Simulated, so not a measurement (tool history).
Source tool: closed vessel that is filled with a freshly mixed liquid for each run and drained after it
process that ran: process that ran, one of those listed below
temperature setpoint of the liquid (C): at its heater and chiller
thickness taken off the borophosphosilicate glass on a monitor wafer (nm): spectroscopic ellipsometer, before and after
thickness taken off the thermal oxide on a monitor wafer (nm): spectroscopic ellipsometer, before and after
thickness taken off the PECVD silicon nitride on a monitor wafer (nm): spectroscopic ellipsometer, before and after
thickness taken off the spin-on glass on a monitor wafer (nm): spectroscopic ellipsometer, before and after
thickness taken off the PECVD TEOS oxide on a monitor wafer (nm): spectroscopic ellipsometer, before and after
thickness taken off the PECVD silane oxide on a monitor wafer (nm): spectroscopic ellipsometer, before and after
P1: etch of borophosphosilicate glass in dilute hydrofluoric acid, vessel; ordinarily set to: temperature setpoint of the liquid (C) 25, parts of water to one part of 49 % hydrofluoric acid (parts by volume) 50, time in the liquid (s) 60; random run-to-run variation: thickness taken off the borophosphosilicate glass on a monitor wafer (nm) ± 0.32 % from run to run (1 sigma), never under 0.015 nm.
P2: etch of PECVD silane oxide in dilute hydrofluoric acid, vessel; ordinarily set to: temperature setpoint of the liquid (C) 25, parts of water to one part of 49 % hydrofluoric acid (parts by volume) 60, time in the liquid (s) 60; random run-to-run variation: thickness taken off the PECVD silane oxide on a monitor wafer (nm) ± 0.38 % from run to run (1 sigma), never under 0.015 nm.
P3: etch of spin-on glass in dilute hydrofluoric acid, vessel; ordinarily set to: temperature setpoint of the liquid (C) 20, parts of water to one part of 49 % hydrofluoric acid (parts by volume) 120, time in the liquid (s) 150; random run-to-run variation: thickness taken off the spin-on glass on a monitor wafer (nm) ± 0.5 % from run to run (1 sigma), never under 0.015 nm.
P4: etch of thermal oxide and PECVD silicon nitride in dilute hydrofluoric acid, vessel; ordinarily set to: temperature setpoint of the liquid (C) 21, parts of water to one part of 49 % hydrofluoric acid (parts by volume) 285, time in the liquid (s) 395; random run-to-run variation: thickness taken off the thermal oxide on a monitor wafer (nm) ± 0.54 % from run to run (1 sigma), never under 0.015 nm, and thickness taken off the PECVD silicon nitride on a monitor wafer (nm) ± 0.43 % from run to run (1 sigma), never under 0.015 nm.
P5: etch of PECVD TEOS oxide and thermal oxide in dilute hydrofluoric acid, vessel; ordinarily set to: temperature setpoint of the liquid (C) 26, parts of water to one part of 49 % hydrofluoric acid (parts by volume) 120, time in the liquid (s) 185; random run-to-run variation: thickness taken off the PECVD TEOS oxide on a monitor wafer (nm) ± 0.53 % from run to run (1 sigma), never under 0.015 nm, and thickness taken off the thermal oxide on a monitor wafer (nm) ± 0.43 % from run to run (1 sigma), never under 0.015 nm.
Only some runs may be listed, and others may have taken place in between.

run   hour  process that ran  temperature setpoint of the liquid (C)  parts of water to one part of 49 % hydrofluoric acid (parts by volume)  time in the liquid (s)  hours since the thermometer was replaced  hours since the hydrofluoric acid flow meter was replaced  thickness taken off the borophosphosilicate glass on a monitor wafer (nm)  thickness taken off the thermal oxide on a monitor wafer (nm)  thickness taken off the PECVD silicon nitride on a monitor wafer (nm)  thickness taken off the spin-on glass on a monitor wafer (nm)  thickness taken off the PECVD TEOS oxide on a monitor wafer (nm)  thickness taken off the PECVD silane oxide on a monitor wafer (nm)
  1     15                P1                                      25                                                                      50                      60                                     611.1                                                      782.1                                                                     56.054
  2   28.5                P1                                      25                                                                      50                      30                                     624.6                                                      795.6                                                                     27.984
  3   45.5                P1                                      25                                                                      20                      60                                     641.6                                                      812.6                                                                     145.75
  4   58.4                P4                                      21                                                                     285                     395                                     654.5                                                      825.5                                                                                                                                    4.6436                                                                 6.0694
  5     68                P1                                      25                                                                      70                      60                                     664.1                                                      835.1                                                                     38.928
  6     82                P3                                      20                                                                     120                      30                                     678.1                                                      849.1                                                                                                                                                                                                                                                                          8.7915
  7   90.5                P3                                      20                                                                      70                     150                                     686.6                                                      857.6                                                                                                                                                                                                                                                                          79.065
  8  103.1                P1                                      25                                                                      50                      60                                     699.2                                                      870.2                                                                     56.236
  9  114.8                P5                                      26                                                                     120                     355                                     710.9                                                      881.9                                                                                                                                    14.763                                                                                                                                                                                                  60.699
 10  129.4                P2                                      25                                                                      60                      30                                     725.5                                                      896.5                                                                                                                                                                                                                                                                                                                                                                                                                15.967
 11  144.5                P4                                    27.5                                                                     285                     395                                     740.6                                                      911.6                                                                                                                                    5.8409                                                                 9.1262
 12  155.4                P1                                      25                                                                      50                      60                                     751.5                                                      922.5                                                                     56.089
 13  167.3                P3                                      20                                                                     120                     150                                     763.4                                                      934.4                                                                                                                                                                                                                                                                          44.148
 14  181.6                P2                                    32.5                                                                      60                      60                                     777.7                                                      948.7                                                                                                                                                                                                                                                                                                                                                                                                                43.062
 15    197                P4                                      21                                                                     285                     395                                     793.1                                                      964.1                                                                                                                                    4.6575                                                                 6.0238
 16  205.7                P1                                      25                                                                      50                      60                                     801.8                                                      972.8                                                                     56.373
 17    223                P4                                      21                                                                     485                     395                                     819.1                                                      990.1                                                                                                                                    2.2847                                                                 3.6263
 18  239.2                P3                                      26                                                                     120                     150                                     835.3                                                     1006.3                                                                                                                                                                                                                                                                          55.573
 19  254.8                P5                                      26                                                                     120                     185                                     850.9                                                     1021.9                                                                                                                                    7.7074                                                                                                                                                                                                  32.041
 20  267.1                P1                                    29.5                                                                      25                      60                                     863.2                                                     1034.2                                                                     139.13
 21  282.9                P2                                      25                                                                     105                      60                                       879                                                       1050                                                                                                                                                                                                                                                                                                                                                                                                                17.194
 22  292.5                P5                                      26                                                                      35                     185                                     888.6                                                     1059.6                                                                                                                                    29.516                                                                                                                                                                                                  121.86
 23  300.3                P2                                      25                                                                      60                      60                                     896.4                                                     1067.4                                                                                                                                                                                                                                                                                                                                                                                                                31.878
 24  310.3                P1                                      25                                                                      50                      90                                     906.4                                                     1077.4                                                                     84.213
 25  324.3                P2                                      25                                                                      60                      60                                     920.4                                                     1091.4                                                                                                                                                                                                                                                                                                                                                                                                                31.845
 26  336.5                P5                                      33                                                                     120                     185                                     932.6                                                     1103.6                                                                                                                                    9.9744                                                                                                                                                                                                  40.851
 27  347.5                P4                                      21                                                                     285                     605                                     943.6                                                     1114.6                                                                                                                                    7.1046                                                                 9.2823
 28  361.3                P1                                    33.5                                                                      50                      60                                     957.4                                                     1128.4                                                                     78.225
 29  376.8                P1                                    19.5                                                                      50                      60                                     972.9                                                     1143.9                                                                     44.331
 30  385.3                P1                                      25                                                                      20                      30                                     981.4                                                     1152.4                                                                     73.101
 31  403.3                P1                                      25                                                                      50                      60                                     999.4                                                     1170.4                                                                     56.377
 32  415.3                P1                                      25                                                                      50                      60                                    1011.4                                                     1182.4                                                                     55.092

What will run 33 give?
 33  429.1                P1                                      25                                                                      50                      60                                    1025.2                                                     1196.2                                                                          ?

Run 33 gave thickness taken off the borophosphosilicate glass on a monitor wafer (nm) 53.707.
